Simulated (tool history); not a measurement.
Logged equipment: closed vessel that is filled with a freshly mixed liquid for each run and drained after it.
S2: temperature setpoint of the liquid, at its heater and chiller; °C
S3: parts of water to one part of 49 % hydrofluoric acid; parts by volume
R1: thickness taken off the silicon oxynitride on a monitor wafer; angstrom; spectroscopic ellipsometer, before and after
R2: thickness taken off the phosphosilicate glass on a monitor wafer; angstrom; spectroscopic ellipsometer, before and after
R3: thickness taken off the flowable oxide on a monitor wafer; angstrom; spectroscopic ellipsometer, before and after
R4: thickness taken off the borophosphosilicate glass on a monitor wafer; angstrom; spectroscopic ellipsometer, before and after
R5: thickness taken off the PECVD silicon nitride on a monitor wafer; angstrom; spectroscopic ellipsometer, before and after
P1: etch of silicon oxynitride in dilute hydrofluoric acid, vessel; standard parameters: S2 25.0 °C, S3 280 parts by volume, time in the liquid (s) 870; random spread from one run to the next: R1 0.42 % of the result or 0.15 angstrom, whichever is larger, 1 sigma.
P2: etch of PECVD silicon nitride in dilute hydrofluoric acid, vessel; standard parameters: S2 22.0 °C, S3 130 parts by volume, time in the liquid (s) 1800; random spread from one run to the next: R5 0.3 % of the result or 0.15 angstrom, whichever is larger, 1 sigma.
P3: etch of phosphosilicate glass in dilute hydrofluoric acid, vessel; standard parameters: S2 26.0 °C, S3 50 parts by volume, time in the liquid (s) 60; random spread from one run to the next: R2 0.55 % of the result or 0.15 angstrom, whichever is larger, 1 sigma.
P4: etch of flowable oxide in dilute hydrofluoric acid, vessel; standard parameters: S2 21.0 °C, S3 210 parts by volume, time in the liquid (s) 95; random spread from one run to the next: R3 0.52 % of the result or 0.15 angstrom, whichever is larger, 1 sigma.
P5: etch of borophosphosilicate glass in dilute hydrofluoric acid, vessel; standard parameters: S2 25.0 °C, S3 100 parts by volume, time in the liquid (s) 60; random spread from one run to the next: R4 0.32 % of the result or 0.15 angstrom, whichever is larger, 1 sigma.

{"run": 1, "day": 0.262, "process that ran": "P1", "S2": 25.0, "S3": 280, "time in the liquid (s)": 870, "R1": 74.058}
{"run": 2, "day": 0.604, "process that ran": "P1", "S2": 25.0, "S3": 280, "time in the liquid (s)": 1255, "R1": 107.24}
{"run": 3, "day": 0.812, "process that ran": "P1", "S2": 25.0, "S3": 280, "time in the liquid (s)": 870, "R1": 74.209}
{"run": 4, "day": 1.0, "process that ran": "P3", "S2": 32.0, "S3": 50, "time in the liquid (s)": 60, "R2": 2905.4}
{"run": 5, "day": 1.262, "process that ran": "P1", "S2": 25.0, "S3": 280, "time in the liquid (s)": 330, "R1": 28.274}
{"run": 6, "day": 1.479, "process that ran": "P4", "S2": 21.0, "S3": 210, "time in the liquid (s)": 95, "R3": 90.634}
{"run": 7, "day": 1.638, "process that ran": "P4", "S2": 21.0, "S3": 210, "time in the liquid (s)": 170, "R3": 163.41}
{"run": 8, "day": 1.838, "process that ran": "P5", "S2": 25.0, "S3": 100, "time in the liquid (s)": 90, "R4": 535.67}
{"run": 9, "day": 1.988, "process that ran": "P2", "S2": 22.0, "S3": 220, "time in the liquid (s)": 1800, "R5": 154.64}
{"run": 10, "day": 2.142, "process that ran": "P1", "S2": 31.0, "S3": 280, "time in the liquid (s)": 870, "R1": 93.596}
{"run": 11, "day": 2.333, "process that ran": "P2", "S2": 27.0, "S3": 130, "time in the liquid (s)": 1800, "R5": 356.63}
{"run": 12, "day": 2.488, "process that ran": "P1", "S2": 25.0, "S3": 425, "time in the liquid (s)": 870, "R1": 43.635}
{"run": 13, "day": 2.671, "process that ran": "P2", "S2": 22.0, "S3": 130, "time in the liquid (s)": 1800, "R5": 259.79}
{"run": 14, "day": 2.838, "process that ran": "P1", "S2": 18.5, "S3": 280, "time in the liquid (s)": 870, "R1": 55.423}
{"run": 15, "day": 3.15, "process that ran": "P1", "S2": 25.0, "S3": 280, "time in the liquid (s)": 870, "R1": 73.756}
{"run": 16, "day": 3.338, "process that ran": "P3", "S2": 26.0, "S3": 50, "time in the liquid (s)": 30, "R2": 1157.5}
{"run": 17, "day": 3.554, "process that ran": "P1", "S2": 25.0, "S3": 280, "time in the liquid (s)": 870, "R1": 74.381}
{"run": 18, "day": 3.833, "process that ran": "P1", "S2": 25.0, "S3": 280, "time in the liquid (s)": 870, "R1": 73.728}
{"run": 19, "day": 4.1, "process that ran": "P4", "S2": 21.0, "S3": 210, "time in the liquid (s)": 95, "R3": 90.718}
{"run": 20, "day": 4.312, "process that ran": "P3", "S2": 26.0, "S3": 30, "time in the liquid (s)": 60, "R2": 3936.6}
{"day": 4.592, "done": "hydrofluoric acid flow meter replaced"}
{"run": 21, "day": 4.608, "process that ran": "P1", "S2": 25.0, "S3": 280, "time in the liquid (s)": 870, "R1": 73.792}
{"run": 22, "day": 4.946, "process that ran": "P5", "S2": 25.0, "S3": 100, "time in the liquid (s)": 60, "R4": 356.15}
{"run": 23, "day": 5.121, "process that ran": "P5", "S2": 32.5, "S3": 100, "time in the liquid (s)": 60, "R4": 473.67}
{"run": 24, "day": 5.358, "process that ran": "P3", "S2": 26.0, "S3": 50, "time in the liquid (s)": 60, "R2": 2294.9}
{"run": 25, "day": 5.629, "process that ran": "P2", "S2": 22.0, "S3": 130, "time in the liquid (s)": 720, "R5": 103.9}
{"run": 26, "day": 5.804, "process that ran": "P1", "S2": 29.5, "S3": 280, "time in the liquid (s)": 1550, "R1": 159.37}
{"run": 27, "day": 6.029, "process that ran": "P2", "S2": 22.0, "S3": 130, "time in the liquid (s)": 1800, "R5": 259.45}
{"run": 28, "day": 6.196, "process that ran": "P4", "S2": 21.0, "S3": 80, "time in the liquid (s)": 95, "R3": 272.39}
{"run": 29, "day": 6.367, "process that ran": "P3", "S2": 26.0, "S3": 50, "time in the liquid (s)": 60, "R2": 2293.0}
{"run": 30, "day": 6.654, "process that ran": "P5", "S2": 25.0, "S3": 170, "time in the liquid (s)": 60, "R4": 191.95}
{"run": 31, "day": 6.879, "process that ran": "P1", "S2": 25.0, "S3": 160, "time in the liquid (s)": 870, "R1": 142.58}
{"run": 32, "day": 7.129, "process that ran": "P4", "S2": 17.0, "S3": 210, "time in the liquid (s)": 95, "R3": 78.753}
{"run": 33, "day": 7.283, "process that ran": "P1", "S2": 25.0, "S3": 280, "time in the liquid (s)": 870, "R1": 73.733}
{"run": 34, "day": 7.575, "process that ran": "P1", "S2": 25.0, "S3": 280, "time in the liquid (s)": 870, "R1": 77.811}
{"run": 35, "day": 7.858, "process that ran": "P1", "S2": 25.0, "S3": 280, "time in the liquid (s)": 870, "R1": 79.512}
{"run": 36, "day": 8.008, "process that ran": "P1", "S2": 25.0, "S3": 280, "time in the liquid (s)": 870, "R1": 80.111}
{"run": 37, "day": 8.292, "process that ran": "P1", "S2": 25.0, "S3": 280, "time in the liquid (s)": 870, "R1": 81.146}
{"run": 38, "day": 8.508, "process that ran": "P1", "S2": 25.0, "S3": 280, "time in the liquid (s)": 870, "R1": 81.327}
{"run": 39, "day": 8.729, "process that ran": "P1", "S2": 25.0, "S3": 280, "time in the liquid (s)": 870, "R1": 80.778}
{"run": 40, "day": 8.967, "process that ran": "P1", "S2": 25.0, "S3": 280, "time in the liquid (s)": 870, "R1": 82.064}

P1 no longer gives what it gave before; its output has crept away from where it was. The following 2 causes, each at its listed size, fit the log equally well:
A: liquid hotter than its thermometer reads (K) = 2.2
B: hydrofluoric acid flow above the setpoint (%) = 7.97
The creep began at about day 7.283.

Listed below are the offered check runs, one wafer per run, with question marks in place of results. For which of them would the causes give clearly different outcomes?
{"run": "check 1", "day": 9.204, "process that ran": "P3", "S2": 26.0, "S3": 50, "time in the liquid (s)": 60, "R2": "?"}
{"run": "check 2", "day": 9.204, "process that ran": "P4", "S2": 21.0, "S3": 210, "time in the liquid (s)": 95, "R3": "?"}
{"run": "check 3", "day": 9.204, "process that ran": "P5", "S2": 25.0, "S3": 100, "time in the liquid (s)": 60, "R4": "?"}
{"run": "check 4", "day": 9.204, "process that ran": "P2", "S2": 22.0, "S3": 130, "time in the liquid (s)": 1800, "R5": "?"}

What every check run would give for each of its results, assuming each possible cause in turn:
check=check_1 result=R2 if_A=2508.1 if_B=2491.8
check=check_2 result=R3 if_A=98.542 if_B=99.501
check=check_3 result=R4 if_A=387.69 if_B=387.88
check=check_4 result=R5 if_A=299.57 if_B=279.63
Distance between the nearest two causes, measured in the result of the check that separates them most: check 1 0.65 %; check 2 0.97 %; check 3 0.05 %; check 4 6.89 %
The causes can be told apart only by check 4. The other checks would give nearly the same results under each of them.

With check 4 done, the readings were: R5 279.55 angstrom. Identify which of the listed causes applies.

The cause is B: hydrofluoric acid flow above the setpoint (%).

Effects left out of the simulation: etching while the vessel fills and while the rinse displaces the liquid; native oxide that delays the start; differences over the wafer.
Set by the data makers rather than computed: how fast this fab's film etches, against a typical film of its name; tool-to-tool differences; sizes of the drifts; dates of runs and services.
